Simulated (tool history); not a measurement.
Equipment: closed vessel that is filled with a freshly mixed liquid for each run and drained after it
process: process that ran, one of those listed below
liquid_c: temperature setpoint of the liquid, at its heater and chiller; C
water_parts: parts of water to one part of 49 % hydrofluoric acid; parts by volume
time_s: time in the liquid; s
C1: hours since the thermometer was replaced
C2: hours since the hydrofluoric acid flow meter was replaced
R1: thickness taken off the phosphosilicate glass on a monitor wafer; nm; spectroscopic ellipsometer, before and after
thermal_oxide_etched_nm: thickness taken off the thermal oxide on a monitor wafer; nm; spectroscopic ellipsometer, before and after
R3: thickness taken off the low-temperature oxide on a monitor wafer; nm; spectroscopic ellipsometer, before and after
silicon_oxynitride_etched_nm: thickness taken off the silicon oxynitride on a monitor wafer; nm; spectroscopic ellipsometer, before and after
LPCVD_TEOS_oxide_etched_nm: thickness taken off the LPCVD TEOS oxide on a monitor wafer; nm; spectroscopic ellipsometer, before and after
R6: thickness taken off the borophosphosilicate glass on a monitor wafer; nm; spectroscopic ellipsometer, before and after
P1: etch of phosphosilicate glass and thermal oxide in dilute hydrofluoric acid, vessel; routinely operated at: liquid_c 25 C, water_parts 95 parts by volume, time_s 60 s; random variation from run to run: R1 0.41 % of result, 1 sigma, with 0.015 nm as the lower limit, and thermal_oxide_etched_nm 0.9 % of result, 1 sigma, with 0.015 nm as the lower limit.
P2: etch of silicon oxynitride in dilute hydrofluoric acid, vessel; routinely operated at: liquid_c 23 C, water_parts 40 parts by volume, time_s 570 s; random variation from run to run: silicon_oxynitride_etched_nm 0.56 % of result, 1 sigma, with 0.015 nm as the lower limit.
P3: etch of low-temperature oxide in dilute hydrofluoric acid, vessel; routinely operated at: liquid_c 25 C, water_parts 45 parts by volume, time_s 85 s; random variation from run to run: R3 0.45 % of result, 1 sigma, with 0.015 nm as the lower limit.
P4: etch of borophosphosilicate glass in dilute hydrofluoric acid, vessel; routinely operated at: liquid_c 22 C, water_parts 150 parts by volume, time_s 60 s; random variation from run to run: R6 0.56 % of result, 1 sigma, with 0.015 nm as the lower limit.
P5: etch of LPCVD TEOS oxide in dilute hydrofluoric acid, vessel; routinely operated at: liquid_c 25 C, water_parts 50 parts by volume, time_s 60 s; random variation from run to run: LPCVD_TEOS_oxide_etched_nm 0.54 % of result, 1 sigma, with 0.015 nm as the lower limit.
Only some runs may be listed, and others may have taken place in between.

{"run": 1, "hour": 11.2, "process": "P1", "liquid_c": 25, "water_parts": 95, "time_s": 60, "C1": 573.2, "C2": 759.8, "R1": 73.323, "thermal_oxide_etched_nm": 3.2952}
{"run": 2, "hour": 19.0, "process": "P3", "liquid_c": 25, "water_parts": 75, "time_s": 85, "C1": 581, "C2": 767.6, "R3": 13.755}
{"run": 3, "hour": 30.4, "process": "P2", "liquid_c": 23, "water_parts": 60, "time_s": 570, "C1": 592.4, "C2": 779, "silicon_oxynitride_etched_nm": 28.303}
{"run": 4, "hour": 41.4, "process": "P1", "liquid_c": 25, "water_parts": 95, "time_s": 60, "C1": 603.4, "C2": 790, "R1": 73.223, "thermal_oxide_etched_nm": 3.2128}
{"run": 5, "hour": 48.2, "process": "P3", "liquid_c": 25, "water_parts": 45, "time_s": 85, "C1": 610.2, "C2": 796.8, "R3": 23.979}
{"run": 6, "hour": 57.4, "process": "P1", "liquid_c": 25, "water_parts": 95, "time_s": 60, "C1": 619.4, "C2": 806, "R1": 73.45, "thermal_oxide_etched_nm": 3.2391}
{"run": 7, "hour": 63.9, "process": "P5", "liquid_c": 25, "water_parts": 50, "time_s": 60, "C1": 625.9, "C2": 812.5, "LPCVD_TEOS_oxide_etched_nm": 41.71}
{"run": 8, "hour": 72.3, "process": "P1", "liquid_c": 33, "water_parts": 95, "time_s": 60, "C1": 634.3, "C2": 820.9, "R1": 99.337, "thermal_oxide_etched_nm": 4.3848}
{"run": 9, "hour": 77.9, "process": "P1", "liquid_c": 25, "water_parts": 95, "time_s": 60, "C1": 639.9, "C2": 826.5, "R1": 72.97, "thermal_oxide_etched_nm": 3.2833}
{"run": 10, "hour": 90.0, "process": "P2", "liquid_c": 23, "water_parts": 40, "time_s": 1090, "C1": 652, "C2": 838.6, "silicon_oxynitride_etched_nm": 83.141}
{"run": 11, "hour": 95.5, "process": "P1", "liquid_c": 25, "water_parts": 95, "time_s": 60, "C1": 657.5, "C2": 844.1, "R1": 73.321, "thermal_oxide_etched_nm": 3.2418}
{"run": 12, "hour": 104.3, "process": "P1", "liquid_c": 25, "water_parts": 135, "time_s": 85, "C1": 666.3, "C2": 852.9, "R1": 69.303, "thermal_oxide_etched_nm": 3.0519}
{"run": 13, "hour": 111.6, "process": "P1", "liquid_c": 25, "water_parts": 95, "time_s": 30, "C1": 673.6, "C2": 860.2, "R1": 36.666, "thermal_oxide_etched_nm": 1.5942}
{"run": 14, "hour": 119.0, "process": "P1", "liquid_c": 25, "water_parts": 95, "time_s": 95, "C1": 681, "C2": 867.6, "R1": 116.13, "thermal_oxide_etched_nm": 5.1179}
{"run": 15, "hour": 126.5, "process": "P5", "liquid_c": 25, "water_parts": 50, "time_s": 105, "C1": 688.5, "C2": 875.1, "LPCVD_TEOS_oxide_etched_nm": 73.715}
{"run": 16, "hour": 132.9, "process": "P4", "liquid_c": 22, "water_parts": 150, "time_s": 110, "C1": 694.9, "C2": 881.5, "R6": 31.743}
{"run": 17, "hour": 138.7, "process": "P2", "liquid_c": 23, "water_parts": 40, "time_s": 570, "C1": 700.7, "C2": 887.3, "silicon_oxynitride_etched_nm": 43.575}
{"run": 18, "hour": 144.9, "process": "P1", "liquid_c": 32.5, "water_parts": 35, "time_s": 60, "C1": 706.9, "C2": 893.5, "R1": 292.21, "thermal_oxide_etched_nm": 12.991}
{"run": 19, "hour": 150.2, "process": "P3", "liquid_c": 25, "water_parts": 45, "time_s": 140, "C1": 712.2, "C2": 898.8, "R3": 39.036}
{"run": 20, "hour": 161.5, "process": "P1", "liquid_c": 33, "water_parts": 135, "time_s": 60, "C1": 723.5, "C2": 910.1, "R1": 65.53, "thermal_oxide_etched_nm": 2.9248}
{"run": 21, "hour": 167.6, "process": "P5", "liquid_c": 25, "water_parts": 50, "time_s": 60, "C1": 729.6, "C2": 916.2, "LPCVD_TEOS_oxide_etched_nm": 42.081}
{"run": 22, "hour": 178.6, "process": "P4", "liquid_c": 22, "water_parts": 150, "time_s": 60, "C1": 740.6, "C2": 927.2, "R6": 17.272}
{"run": 23, "hour": 184.3, "process": "P1", "liquid_c": 17, "water_parts": 95, "time_s": 60, "C1": 746.3, "C2": 932.9, "R1": 53.164, "thermal_oxide_etched_nm": 2.3701}
{"run": 24, "hour": 192.3, "process": "P5", "liquid_c": 25, "water_parts": 85, "time_s": 60, "C1": 754.3, "C2": 940.9, "LPCVD_TEOS_oxide_etched_nm": 23.698}
{"run": 25, "hour": 202.4, "process": "P4", "liquid_c": 22, "water_parts": 30, "time_s": 60, "C1": 764.4, "C2": 951, "R6": 100.12}
{"run": 26, "hour": 208.8, "process": "P1", "liquid_c": 25, "water_parts": 145, "time_s": 60, "C1": 770.8, "C2": 957.4, "R1": 45.021, "thermal_oxide_etched_nm": 1.9593}
{"run": 27, "hour": 220.3, "process": "P1", "liquid_c": 25, "water_parts": 20, "time_s": 60, "C1": 782.3, "C2": 968.9, "R1": 384.18, "thermal_oxide_etched_nm": 17.113}
{"run": 28, "hour": 230.9, "process": "P1", "liquid_c": 25, "water_parts": 95, "time_s": 60, "C1": 792.9, "C2": 979.5, "R1": 73.528, "thermal_oxide_etched_nm": 3.2685}
{"run": 29, "hour": 236.5, "process": "P1", "liquid_c": 25, "water_parts": 95, "time_s": 60, "C1": 798.5, "C2": 985.1, "R1": 72.491, "thermal_oxide_etched_nm": 3.2198}
{"run": 30, "hour": 244.5, "process": "P2", "liquid_c": 17, "water_parts": 40, "time_s": 570, "C1": 806.5, "C2": 993.1, "silicon_oxynitride_etched_nm": 31.808}
{"run": 31, "hour": 250.7, "process": "P5", "liquid_c": 29.5, "water_parts": 50, "time_s": 60, "C1": 812.7, "C2": 999.3, "LPCVD_TEOS_oxide_etched_nm": 50.499}
{"run": 32, "hour": 257.6, "process": "P3", "liquid_c": 32, "water_parts": 45, "time_s": 85, "C1": 819.6, "C2": 1006.2, "R3": 31.584}
{"run": 33, "hour": 263.2, "process": "P4", "liquid_c": 27.5, "water_parts": 150, "time_s": 60, "C1": 825.2, "C2": 1011.8, "R6": 21.47}
{"run": 34, "hour": 271.1, "process": "P1", "liquid_c": 25, "water_parts": 95, "time_s": 60, "C1": 833.1, "C2": 1019.7, "R1": 72.831, "thermal_oxide_etched_nm": 3.2336}
{"run": 35, "hour": 277.6, "process": "P1", "liquid_c": 25, "water_parts": 95, "time_s": 60, "C1": 839.6, "C2": 1026.2, "R1": 71.699, "thermal_oxide_etched_nm": 3.1275}
{"run": 36, "hour": 285.3, "process": "P1", "liquid_c": 25, "water_parts": 95, "time_s": 60, "C1": 847.3, "C2": 1033.9, "R1": 69.886, "thermal_oxide_etched_nm": 3.0867}
{"run": 37, "hour": 291.1, "process": "P1", "liquid_c": 25, "water_parts": 95, "time_s": 60, "C1": 853.1, "C2": 1039.7, "R1": 68.944, "thermal_oxide_etched_nm": 3.073}
{"run": 38, "hour": 299.6, "process": "P1", "liquid_c": 25, "water_parts": 95, "time_s": 60, "C1": 861.6, "C2": 1048.2, "R1": 68.445, "thermal_oxide_etched_nm": 3.037}
{"run": 39, "hour": 308.9, "process": "P1", "liquid_c": 25, "water_parts": 95, "time_s": 60, "C1": 870.9, "C2": 1057.5, "R1": 67.344, "thermal_oxide_etched_nm": 3.0748}
{"run": 40, "hour": 316.6, "process": "P1", "liquid_c": 25, "water_parts": 95, "time_s": 60, "C1": 878.6, "C2": 1065.2, "R1": 67.54, "thermal_oxide_etched_nm": 2.9988}
{"run": 41, "hour": 322.2, "process": "P1", "liquid_c": 25, "water_parts": 95, "time_s": 60, "C1": 884.2, "C2": 1070.8, "R1": 67.729, "thermal_oxide_etched_nm": 2.9377}
{"run": 42, "hour": 330.1, "process": "P1", "liquid_c": 25, "water_parts": 95, "time_s": 60, "C1": 892.1, "C2": 1078.7, "R1": 67.107, "thermal_oxide_etched_nm": 2.9934}
{"run": 43, "hour": 339.3, "process": "P1", "liquid_c": 25, "water_parts": 95, "time_s": 60, "C1": 901.3, "C2": 1087.9, "R1": 67.183, "thermal_oxide_etched_nm": 2.9336}

What P1 gives has crept off from where it sat before. The 2 causes that follow fit the log equally well, each at the size noted:
A: liquid colder than its thermometer reads (K) = 2.09
B: hydrofluoric acid flow below the setpoint (%) = 7.11
Onset of the creep was near hour 271.1.

The 4 check runs listed below each average the results of 2 wafers, and their outcomes are marked with question marks. Under which run would the listed causes produce clearly different results?
{"run": "check 1", "hour": 348.5, "process": "P4", "liquid_c": 26, "water_parts": 150, "time_s": 60, "R6": "?"}
{"run": "check 2", "hour": 348.5, "process": "P3", "liquid_c": 31, "water_parts": 75, "time_s": 85, "R3": "?"}
{"run": "check 3", "hour": 348.5, "process": "P5", "liquid_c": 28, "water_parts": 50, "time_s": 60, "LPCVD_TEOS_oxide_etched_nm": "?"}
{"run": "check 4", "hour": 348.5, "process": "P2", "liquid_c": 20, "water_parts": 40, "time_s": 810, "silicon_oxynitride_etched_nm": "?"}

Outcome of each check run for each possible cause:
check=check_1 result=R6 if_A=18.644 if_B=18.49
check=check_2 result=R3 if_A=16.061 if_B=16.025
check=check_3 result=LPCVD_TEOS_oxide_etched_nm if_A=43.583 if_B=43.785
check=check_4 result=silicon_oxynitride_etched_nm if_A=47.793 if_B=49.295
Smallest distance between any two causes, each pair judged by its most separating result, in per cent: check 1 0.83 %; check 2 0.22 %; check 3 0.46 %; check 4 3.09 %
Check 4 tells the causes apart: in the others they would give nearly the same result.

After running check 4, the following was obtained: silicon_oxynitride_etched_nm 47.896 nm. Which cause does this point to?

The cause is A: liquid colder than its thermometer reads (K).
